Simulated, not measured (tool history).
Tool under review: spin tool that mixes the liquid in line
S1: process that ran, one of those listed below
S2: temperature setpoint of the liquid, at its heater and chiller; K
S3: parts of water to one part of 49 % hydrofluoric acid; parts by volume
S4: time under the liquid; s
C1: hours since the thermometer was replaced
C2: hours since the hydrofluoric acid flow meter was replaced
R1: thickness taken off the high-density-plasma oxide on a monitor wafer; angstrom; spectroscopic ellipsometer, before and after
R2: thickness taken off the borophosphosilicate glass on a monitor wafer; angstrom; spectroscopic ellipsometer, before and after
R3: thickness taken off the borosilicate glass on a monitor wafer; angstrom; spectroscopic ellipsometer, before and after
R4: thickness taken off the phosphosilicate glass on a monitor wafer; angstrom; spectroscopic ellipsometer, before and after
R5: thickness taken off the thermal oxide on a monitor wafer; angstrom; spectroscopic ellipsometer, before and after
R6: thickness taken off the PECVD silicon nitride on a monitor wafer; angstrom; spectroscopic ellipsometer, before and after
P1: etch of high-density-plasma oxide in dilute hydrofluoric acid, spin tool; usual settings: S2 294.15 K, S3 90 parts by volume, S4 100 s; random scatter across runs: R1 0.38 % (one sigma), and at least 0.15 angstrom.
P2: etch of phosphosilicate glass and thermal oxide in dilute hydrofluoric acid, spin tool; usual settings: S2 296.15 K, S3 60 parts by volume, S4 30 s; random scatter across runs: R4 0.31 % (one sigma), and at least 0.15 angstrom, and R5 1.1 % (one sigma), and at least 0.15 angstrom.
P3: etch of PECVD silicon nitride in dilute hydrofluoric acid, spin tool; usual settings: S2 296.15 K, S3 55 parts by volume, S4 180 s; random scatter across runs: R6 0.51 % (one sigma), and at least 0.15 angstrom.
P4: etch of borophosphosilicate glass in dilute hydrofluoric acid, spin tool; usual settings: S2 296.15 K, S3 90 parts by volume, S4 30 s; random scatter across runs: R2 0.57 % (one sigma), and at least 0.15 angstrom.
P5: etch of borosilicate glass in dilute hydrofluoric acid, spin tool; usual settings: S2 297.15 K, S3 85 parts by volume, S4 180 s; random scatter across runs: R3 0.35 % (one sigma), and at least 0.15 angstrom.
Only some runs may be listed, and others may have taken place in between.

{"run": 1, "day": 0.217, "S1": "P1", "S2": 294.15, "S3": 90, "S4": 100, "C1": 1598.5, "C2": 969.3, "R1": 61.736}
{"run": 2, "day": 0.492, "S1": "P4", "S2": 296.15, "S3": 90, "S4": 30, "C1": 1605.1, "C2": 975.9, "R2": 278.91}
{"run": 3, "day": 0.912, "S1": "P5", "S2": 297.15, "S3": 85, "S4": 180, "C1": 1615.2, "C2": 986, "R3": 347.78}
{"run": 4, "day": 1.296, "S1": "P2", "S2": 296.15, "S3": 60, "S4": 30, "C1": 1624.4, "C2": 995.2, "R4": 872.48, "R5": 23.552}
{"run": 5, "day": 1.588, "S1": "P1", "S2": 294.15, "S3": 90, "S4": 25, "C1": 1631.4, "C2": 1002.2, "R1": 15.296}
{"run": 6, "day": 1.858, "S1": "P3", "S2": 296.15, "S3": 55, "S4": 180, "C1": 1637.9, "C2": 1008.7, "R6": 50.939}
{"run": 7, "day": 2.283, "S1": "P1", "S2": 294.15, "S3": 90, "S4": 100, "C1": 1648.1, "C2": 1018.9, "R1": 61.81}
{"run": 8, "day": 2.483, "S1": "P4", "S2": 296.15, "S3": 40, "S4": 30, "C1": 1652.9, "C2": 1023.7, "R2": 663.9}
{"run": 9, "day": 2.925, "S1": "P2", "S2": 296.15, "S3": 60, "S4": 30, "C1": 1663.5, "C2": 1034.3, "R4": 873.34, "R5": 23.896}
{"run": 10, "day": 3.354, "S1": "P1", "S2": 294.15, "S3": 90, "S4": 100, "C1": 1673.8, "C2": 1044.6, "R1": 61.931}
{"run": 11, "day": 3.75, "S1": "P4", "S2": 302.15, "S3": 90, "S4": 30, "C1": 1683.3, "C2": 1054.1, "R2": 352.72}
{"run": 12, "day": 4.033, "S1": "P5", "S2": 297.15, "S3": 140, "S4": 180, "C1": 1690.1, "C2": 1060.9, "R3": 199.95}
{"run": 13, "day": 4.492, "S1": "P1", "S2": 294.15, "S3": 90, "S4": 100, "C1": 1701.1, "C2": 1071.9, "R1": 61.482}
{"run": 14, "day": 4.779, "S1": "P3", "S2": 300.65, "S3": 55, "S4": 180, "C1": 1708, "C2": 1078.8, "R6": 69.284}
{"run": 15, "day": 5.1, "S1": "P2", "S2": 296.15, "S3": 60, "S4": 15, "C1": 1715.7, "C2": 1086.5, "R4": 437.68, "R5": 11.833}
{"run": 16, "day": 5.538, "S1": "P5", "S2": 290.65, "S3": 85, "S4": 180, "C1": 1726.2, "C2": 1097, "R3": 269.02}
{"day": 5.75, "done": "hydrofluoric acid flow meter replaced"}
{"run": 17, "day": 5.904, "S1": "P1", "S2": 294.15, "S3": 90, "S4": 100, "C1": 1735, "C2": 3.7, "R1": 61.308}
{"run": 18, "day": 6.121, "S1": "P4", "S2": 296.15, "S3": 90, "S4": 50, "C1": 1740.2, "C2": 8.9, "R2": 456.51}
{"run": 19, "day": 6.483, "S1": "P1", "S2": 294.15, "S3": 55, "S4": 100, "C1": 1748.9, "C2": 17.6, "R1": 105.17}
{"run": 20, "day": 6.938, "S1": "P3", "S2": 296.15, "S3": 30, "S4": 180, "C1": 1759.8, "C2": 28.5, "R6": 92.218}
{"run": 21, "day": 7.146, "S1": "P1", "S2": 294.15, "S3": 90, "S4": 100, "C1": 1764.8, "C2": 33.5, "R1": 61.894}
{"run": 22, "day": 7.488, "S1": "P3", "S2": 296.15, "S3": 55, "S4": 15, "C1": 1773, "C2": 41.7, "R6": 4.1418}
{"run": 23, "day": 7.925, "S1": "P5", "S2": 297.15, "S3": 85, "S4": 180, "C1": 1783.5, "C2": 52.2, "R3": 349.2}
{"run": 24, "day": 8.292, "S1": "P2", "S2": 296.15, "S3": 110, "S4": 30, "C1": 1792.3, "C2": 61, "R4": 446.35, "R5": 12.302}
{"run": 25, "day": 8.696, "S1": "P4", "S2": 296.15, "S3": 90, "S4": 30, "C1": 1802, "C2": 70.7, "R2": 277.03}
{"run": 26, "day": 9.104, "S1": "P1", "S2": 290.15, "S3": 90, "S4": 100, "C1": 1811.8, "C2": 80.5, "R1": 52.055}
{"run": 27, "day": 9.508, "S1": "P1", "S2": 294.15, "S3": 150, "S4": 100, "C1": 1821.5, "C2": 90.2, "R1": 34.39}
{"run": 28, "day": 9.8, "S1": "P2", "S2": 290.15, "S3": 60, "S4": 30, "C1": 1828.5, "C2": 97.2, "R4": 674.46, "R5": 18.521}
{"run": 29, "day": 10.212, "S1": "P1", "S2": 294.15, "S3": 90, "S4": 185, "C1": 1838.4, "C2": 107.1, "R1": 114.05}
{"run": 30, "day": 10.446, "S1": "P5", "S2": 297.15, "S3": 85, "S4": 285, "C1": 1844, "C2": 112.7, "R3": 551.61}
{"run": 31, "day": 10.871, "S1": "P1", "S2": 298.15, "S3": 90, "S4": 100, "C1": 1854.2, "C2": 122.9, "R1": 72.308}
{"run": 32, "day": 11.212, "S1": "P1", "S2": 294.15, "S3": 20, "S4": 190, "C1": 1862.4, "C2": 131.1, "R1": 572.03}
{"run": 33, "day": 11.521, "S1": "P1", "S2": 294.15, "S3": 90, "S4": 100, "C1": 1869.8, "C2": 138.5, "R1": 61.164}
{"run": 34, "day": 11.833, "S1": "P1", "S2": 294.15, "S3": 90, "S4": 100, "C1": 1877.3, "C2": 146, "R1": 63.015}
{"run": 35, "day": 12.092, "S1": "P1", "S2": 294.15, "S3": 90, "S4": 100, "C1": 1883.5, "C2": 152.2, "R1": 63.975}
{"run": 36, "day": 12.471, "S1": "P1", "S2": 294.15, "S3": 90, "S4": 100, "C1": 1892.6, "C2": 161.3, "R1": 65.007}
{"run": 37, "day": 12.762, "S1": "P1", "S2": 294.15, "S3": 90, "S4": 100, "C1": 1899.6, "C2": 168.3, "R1": 65.49}
{"run": 38, "day": 13.025, "S1": "P1", "S2": 294.15, "S3": 90, "S4": 100, "C1": 1905.9, "C2": 174.6, "R1": 65.365}
{"run": 39, "day": 13.408, "S1": "P1", "S2": 294.15, "S3": 90, "S4": 100, "C1": 1915.1, "C2": 183.8, "R1": 65.822}
{"run": 40, "day": 13.658, "S1": "P1", "S2": 294.15, "S3": 90, "S4": 100, "C1": 1921.1, "C2": 189.8, "R1": 65.973}
{"run": 41, "day": 13.9, "S1": "P1", "S2": 294.15, "S3": 90, "S4": 100, "C1": 1926.9, "C2": 195.6, "R1": 66.222}
{"run": 42, "day": 14.342, "S1": "P1", "S2": 294.15, "S3": 90, "S4": 100, "C1": 1937.5, "C2": 206.2, "R1": 65.848}
{"run": 43, "day": 14.688, "S1": "P1", "S2": 294.15, "S3": 90, "S4": 100, "C1": 1945.8, "C2": 214.5, "R1": 66.629}
{"run": 44, "day": 14.929, "S1": "P1", "S2": 294.15, "S3": 90, "S4": 100, "C1": 1951.6, "C2": 220.3, "R1": 66.411}

The output of P1 has drifted from where it used to be. Each of the 2 causes below, taken at the size shown beside it, accounts for the log equally well:
A: hydrofluoric acid flow above the setpoint (%) = 7.03
B: liquid hotter than its thermometer reads (K) = 1.85
Onset of the creep was near day 11.521.

The list below offers 4 check runs, each averaging the results of 2 wafers, and shows each result as a question mark. For which of them would the listed causes give clearly different results?
{"run": "check 1", "day": 15.171, "S1": "P5", "S2": 297.15, "S3": 120, "S4": 280, "R3": "?"}
{"run": "check 2", "day": 15.171, "S1": "P2", "S2": 290.15, "S3": 105, "S4": 30, "R4": "?", "R5": "?"}
{"run": "check 3", "day": 15.171, "S1": "P4", "S2": 296.15, "S3": 60, "S4": 40, "R2": "?"}
{"run": "check 4", "day": 15.171, "S1": "P3", "S2": 296.15, "S3": 55, "S4": 50, "R6": "?"}

What every check run would give for each of its results, assuming each possible cause in turn:
check=check_1 result=R3 if_A=398.97 if_B=396.68
check=check_2 result=R4 if_A=397.2 if_B=398.01
check=check_2 result=R5 if_A=10.812 if_B=10.834
check=check_3 result=R2 if_A=620.28 if_B=621.91
check=check_4 result=R6 if_A=15.195 if_B=16.104
Distance between the nearest two causes, measured in the result of the check that separates them most: check 1 0.58 %; check 2 0.2 %; check 3 0.26 %; check 4 5.81 %
Only in check 4 would the causes give clearly different results; in the remaining checks their results would be nearly the same.

Running check 4 produced the following: R6 16.347 angstrom. Which one of the listed causes fits?

It was cause B: liquid hotter than its thermometer reads (K).
